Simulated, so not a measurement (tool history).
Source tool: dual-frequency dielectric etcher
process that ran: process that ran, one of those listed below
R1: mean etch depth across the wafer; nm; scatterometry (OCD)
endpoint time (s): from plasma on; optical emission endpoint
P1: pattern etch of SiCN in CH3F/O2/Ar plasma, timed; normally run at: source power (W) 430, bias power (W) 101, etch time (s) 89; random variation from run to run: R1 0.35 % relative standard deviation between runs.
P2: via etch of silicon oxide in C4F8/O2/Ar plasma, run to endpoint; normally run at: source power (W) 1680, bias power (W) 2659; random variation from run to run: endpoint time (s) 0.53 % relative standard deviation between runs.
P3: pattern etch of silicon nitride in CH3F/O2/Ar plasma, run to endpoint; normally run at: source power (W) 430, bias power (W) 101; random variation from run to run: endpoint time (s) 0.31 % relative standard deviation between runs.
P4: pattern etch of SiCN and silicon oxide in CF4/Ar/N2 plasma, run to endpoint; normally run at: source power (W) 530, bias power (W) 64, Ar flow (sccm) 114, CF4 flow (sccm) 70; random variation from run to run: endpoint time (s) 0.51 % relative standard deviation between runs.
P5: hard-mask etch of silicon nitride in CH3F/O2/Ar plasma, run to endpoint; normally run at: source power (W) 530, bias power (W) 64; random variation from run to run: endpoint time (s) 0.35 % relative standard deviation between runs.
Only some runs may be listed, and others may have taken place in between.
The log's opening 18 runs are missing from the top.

Run 19, hour 130.6: process that ran P5, source power (W) 530, bias power (W) 88. Result: endpoint time (s) 60.428.
Run 20, hour 139.6: process that ran P1, source power (W) 430, bias power (W) 101, etch time (s) 89. Result: R1 37.706 nm.
At hour 145: wet clean of the chamber.
Run 21, hour 147: process that ran P1, source power (W) 430, bias power (W) 101, etch time (s) 89. Result: R1 37.267 nm.
Run 22, hour 153.9: process that ran P2, source power (W) 1680, bias power (W) 2659. Result: endpoint time (s) 224.71.
Run 23, hour 162.3: process that ran P5, source power (W) 530, bias power (W) 64. Result: endpoint time (s) 67.099.
At hour 168.1: bias power generator calibrated.
Run 24, hour 168.6: process that ran P2, source power (W) 1270, bias power (W) 2659. Result: endpoint time (s) 248.81.
Run 25, hour 175.9: process that ran P4, source power (W) 740, bias power (W) 64, Ar flow (sccm) 114, CF4 flow (sccm) 70. Result: endpoint time (s) 12.096.
Run 26, hour 182.2: process that ran P1, source power (W) 430, bias power (W) 126, etch time (s) 64.5. Result: R1 29.447 nm.
Run 27, hour 190.9: process that ran P1, source power (W) 570, bias power (W) 68, etch time (s) 89. Result: R1 36.14 nm.

What will run 28 give?
Run 28, hour 195.6: process that ran P1, source power (W) 430, bias power (W) 101, etch time (s) 49. Result: R1 ?.

Logged for run 28: R1 20.668 nm.
